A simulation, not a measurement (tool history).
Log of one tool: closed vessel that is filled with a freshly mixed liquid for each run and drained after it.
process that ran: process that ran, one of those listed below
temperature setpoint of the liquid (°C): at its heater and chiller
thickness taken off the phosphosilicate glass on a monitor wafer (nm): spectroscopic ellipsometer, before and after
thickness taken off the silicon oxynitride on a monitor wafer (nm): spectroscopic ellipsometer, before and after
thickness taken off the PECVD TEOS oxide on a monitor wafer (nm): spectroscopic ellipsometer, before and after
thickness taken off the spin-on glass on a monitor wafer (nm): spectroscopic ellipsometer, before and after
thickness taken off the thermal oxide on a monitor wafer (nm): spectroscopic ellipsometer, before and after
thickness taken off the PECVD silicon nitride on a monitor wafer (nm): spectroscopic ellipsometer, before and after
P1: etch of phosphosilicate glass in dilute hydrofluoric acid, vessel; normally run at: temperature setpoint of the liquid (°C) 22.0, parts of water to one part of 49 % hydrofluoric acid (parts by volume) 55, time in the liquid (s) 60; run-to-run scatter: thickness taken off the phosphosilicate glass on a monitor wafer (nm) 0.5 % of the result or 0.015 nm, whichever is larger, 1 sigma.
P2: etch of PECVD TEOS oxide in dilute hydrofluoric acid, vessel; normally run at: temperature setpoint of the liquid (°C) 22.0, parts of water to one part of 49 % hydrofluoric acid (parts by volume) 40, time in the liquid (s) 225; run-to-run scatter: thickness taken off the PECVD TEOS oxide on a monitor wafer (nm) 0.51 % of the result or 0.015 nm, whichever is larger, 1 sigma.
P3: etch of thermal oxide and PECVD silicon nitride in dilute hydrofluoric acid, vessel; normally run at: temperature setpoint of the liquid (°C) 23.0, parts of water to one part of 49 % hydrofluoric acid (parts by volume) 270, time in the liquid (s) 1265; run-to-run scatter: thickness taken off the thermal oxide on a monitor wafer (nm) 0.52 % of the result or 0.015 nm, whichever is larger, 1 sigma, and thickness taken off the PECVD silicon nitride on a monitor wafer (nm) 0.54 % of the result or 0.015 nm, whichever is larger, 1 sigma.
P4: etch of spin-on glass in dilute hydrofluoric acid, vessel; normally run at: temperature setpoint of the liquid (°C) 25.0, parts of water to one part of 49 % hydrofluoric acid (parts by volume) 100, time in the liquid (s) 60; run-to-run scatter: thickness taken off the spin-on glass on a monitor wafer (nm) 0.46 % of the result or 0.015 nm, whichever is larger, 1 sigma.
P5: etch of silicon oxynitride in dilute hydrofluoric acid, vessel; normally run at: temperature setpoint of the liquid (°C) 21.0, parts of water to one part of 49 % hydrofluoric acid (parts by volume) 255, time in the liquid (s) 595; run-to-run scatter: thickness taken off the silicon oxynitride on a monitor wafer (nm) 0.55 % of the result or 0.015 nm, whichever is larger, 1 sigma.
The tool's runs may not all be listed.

| run | day | process that ran | temperature setpoint of the liquid (°C) | parts of water to one part of 49 % hydrofluoric acid (parts by volume) | time in the liquid (s) | hours since the thermometer was replaced | hours since the hydrofluoric acid flow meter was replaced | thickness taken off the phosphosilicate glass on a monitor wafer (nm) | thickness taken off the silicon oxynitride on a monitor wafer (nm) | thickness taken off the PECVD TEOS oxide on a monitor wafer (nm) | thickness taken off the spin-on glass on a monitor wafer (nm) | thickness taken off the thermal oxide on a monitor wafer (nm) | thickness taken off the PECVD silicon nitride on a monitor wafer (nm) |
|---|---|---|---|---|---|---|---|---|---|---|---|---|---|
| 1 | 0.462 | P1 | 22.0 | 55 | 60 | 707.0 | 217.1 | 100.980 |  |  |  |  |  |
| 2 | 1.200 | P1 | 17.0 | 55 | 60 | 724.7 | 234.8 | 81.717 |  |  |  |  |  |
| 3 | 1.979 | P5 | 17.0 | 255 | 595 | 743.4 | 253.5 |  | 6.3611 |  |  |  |  |
| 4 | 2.683 | P1 | 22.0 | 25 | 60 | 760.3 | 270.4 | 231.130 |  |  |  |  |  |
| 5 | 3.058 | P2 | 22.0 | 60 | 225 | 769.3 | 279.4 |  |  | 36.273 |  |  |  |
| 6 | 3.771 | P4 | 25.0 | 100 | 105 | 786.4 | 296.5 |  |  |  | 73.799 |  |  |
| 7 | 4.383 | P1 | 22.0 | 55 | 60 | 801.1 | 311.2 | 101.370 |  |  |  |  |  |
| 8 | 4.979 | P1 | 22.0 | 55 | 60 | 815.4 | 325.5 | 101.490 |  |  |  |  |  |
| 9 | 5.746 | P1 | 28.0 | 55 | 60 | 833.8 | 343.9 | 129.370 |  |  |  |  |  |
| 10 | 6.396 | P4 | 25.0 | 100 | 60 | 849.4 | 359.5 |  |  |  | 41.637 |  |  |
| 11 | 7.092 | P5 | 21.0 | 255 | 995 | 866.1 | 376.2 |  | 12.8660 |  |  |  |  |
| 12 | 7.508 | P3 | 23.0 | 270 | 1265 | 876.1 | 386.2 |  |  |  |  | 18.096 | 24.747 |
| 13 | 8.267 | P4 | 18.0 | 100 | 60 | 894.3 | 404.4 |  |  |  | 31.149 |  |  |
| 14 | 8.962 | P1 | 22.0 | 55 | 30 | 911.0 | 421.1 | 50.401 |  |  |  |  |  |
| 15 | 9.662 | P2 | 22.0 | 40 | 225 | 927.8 | 437.9 |  |  | 55.916 |  |  |  |
| 16 | 10.100 | P2 | 22.0 | 40 | 110 | 938.3 | 448.4 |  |  | 27.428 |  |  |  |
| 17 | 10.633 | P4 | 25.0 | 160 | 60 | 951.1 | 461.2 |  |  |  | 24.386 |  |  |
| 18 | 11.192 | P3 | 23.0 | 145 | 1265 | 964.5 | 474.6 |  |  |  |  | 38.405 | 45.779 |
| 19 | 11.888 | P2 | 30.5 | 40 | 225 | 981.2 | 491.3 |  |  | 78.681 |  |  |  |
| 20 | 12.538 | P1 | 22.0 | 55 | 105 | 996.8 | 506.9 | 177.110 |  |  |  |  |  |
| 21 | 13.321 | P3 | 23.0 | 270 | 2510 | 1015.6 | 525.7 |  |  |  |  | 35.871 | 48.977 |
| 22 | 13.783 | P5 | 21.0 | 435 | 595 | 1026.7 | 536.8 |  | 3.9839 |  |  |  |  |
| 23 | 14.333 | P4 | 25.0 | 100 | 60 | 1039.9 | 550.0 |  |  |  | 41.689 |  |  |
| 24 | 14.788 | P5 | 21.0 | 255 | 595 | 1050.8 | 560.9 |  | 7.5995 |  |  |  |  |
| 25 | 15.242 | P3 | 23.0 | 270 | 1265 | 1061.7 | 571.8 |  |  |  |  | 18.208 | 24.585 |
| 26 | 15.950 | P1 | 22.0 | 55 | 60 | 1078.7 | 588.8 | 101.000 |  |  |  |  |  |
| 27 | 16.471 | P1 | 27.5 | 55 | 35 | 1091.2 | 601.3 | 74.192 |  |  |  |  |  |
| 28 | 17.096 | P1 | 22.0 | 55 | 60 | 1106.2 | 616.3 | 100.220 |  |  |  |  |  |
| 29 | 17.467 | P1 | 22.0 | 55 | 60 | 1115.1 | 625.2 | 101.500 |  |  |  |  |  |
| 30 | 18.158 | P3 | 17.0 | 270 | 1265 | 1131.7 | 641.8 |  |  |  |  | 14.402 | 16.793 |
| 31 | 18.633 | P1 | 22.0 | 105 | 60 | 1143.1 | 653.2 | 49.913 |  |  |  |  |  |
| 32 | 19.367 | P1 | 22.0 | 55 | 60 | 1160.7 | 670.8 | 100.210 |  |  |  |  |  |
| 33 | 20.079 | P1 | 22.0 | 55 | 60 | 1177.8 | 687.9 | 98.362 |  |  |  |  |  |
| 34 | 20.775 | P1 | 22.0 | 55 | 60 | 1194.5 | 704.6 | 97.011 |  |  |  |  |  |
| 35 | 21.517 | P1 | 22.0 | 55 | 60 | 1212.3 | 722.4 | 95.101 |  |  |  |  |  |
| 36 | 22.171 | P1 | 22.0 | 55 | 60 | 1228.0 | 738.1 | 93.854 |  |  |  |  |  |
| 37 | 22.950 | P1 | 22.0 | 55 | 60 | 1246.7 | 756.8 | 92.917 |  |  |  |  |  |
| 38 | 23.425 | P1 | 22.0 | 55 | 60 | 1258.1 | 768.2 | 93.063 |  |  |  |  |  |
| 39 | 23.783 | P1 | 22.0 | 55 | 60 | 1266.7 | 776.8 | 93.852 |  |  |  |  |  |
| 40 | 24.554 | P1 | 22.0 | 55 | 60 | 1285.2 | 795.3 | 92.919 |  |  |  |  |  |
| 41 | 24.971 | P1 | 22.0 | 55 | 60 | 1295.2 | 805.3 | 92.819 |  |  |  |  |  |
| 42 | 25.654 | P1 | 22.0 | 55 | 60 | 1311.6 | 821.7 | 92.246 |  |  |  |  |  |
| 43 | 25.996 | P1 | 22.0 | 55 | 60 | 1319.8 | 829.9 | 92.414 |  |  |  |  |  |

What P1 gives has crept away from where it was. These 2 causes fit the log equally well, each at the size given:
A: hydrofluoric acid flow below the setpoint (%) = 7.71
B: liquid colder than its thermometer reads (K) = 2.05
The creep began at about day 19.367.

4 check runs are offered, one wafer each, their results left as question marks. Which one tells the causes apart?
| check 1 | 26.338 | P3 | 23.0 | 270 | 1265 |  |  |  |  |  |  | ? | ? |
| check 2 | 26.338 | P4 | 25.0 | 100 | 60 |  |  |  |  |  | ? |  |  |
| check 3 | 26.338 | P2 | 22.0 | 40 | 225 |  |  |  |  | ? |  |  |  |
| check 4 | 26.338 | P5 | 21.0 | 255 | 595 |  |  |  | ? |  |  |  |  |

What each check would give under each cause:
| check | result | if A | if B |
|---|---|---|---|
| check 1 | thickness taken off the thermal oxide on a monitor wafer (nm) | 16.358 | 16.819 |
| check 1 | thickness taken off the PECVD silicon nitride on a monitor wafer (nm) | 22.861 | 21.748 |
| check 2 | thickness taken off the spin-on glass on a monitor wafer (nm) | 38.285 | 38.646 |
| check 3 | thickness taken off the PECVD TEOS oxide on a monitor wafer (nm) | 51.407 | 51.273 |
| check 4 | thickness taken off the silicon oxynitride on a monitor wafer (nm) | 6.9495 | 6.9566 |
How far apart the two closest causes lie, in the result that separates them most: check 1 4.99 %; check 2 0.94 %; check 3 0.26 %; check 4 0.1 %
Only check 1 tells the causes apart: in the others they would give nearly the same result.

Then check 1 was run and gave: thickness taken off the thermal oxide on a monitor wafer (nm) 16.276; thickness taken off the PECVD silicon nitride on a monitor wafer (nm) 22.983. Which cause is it?

It is A: hydrofluoric acid flow below the setpoint (%).

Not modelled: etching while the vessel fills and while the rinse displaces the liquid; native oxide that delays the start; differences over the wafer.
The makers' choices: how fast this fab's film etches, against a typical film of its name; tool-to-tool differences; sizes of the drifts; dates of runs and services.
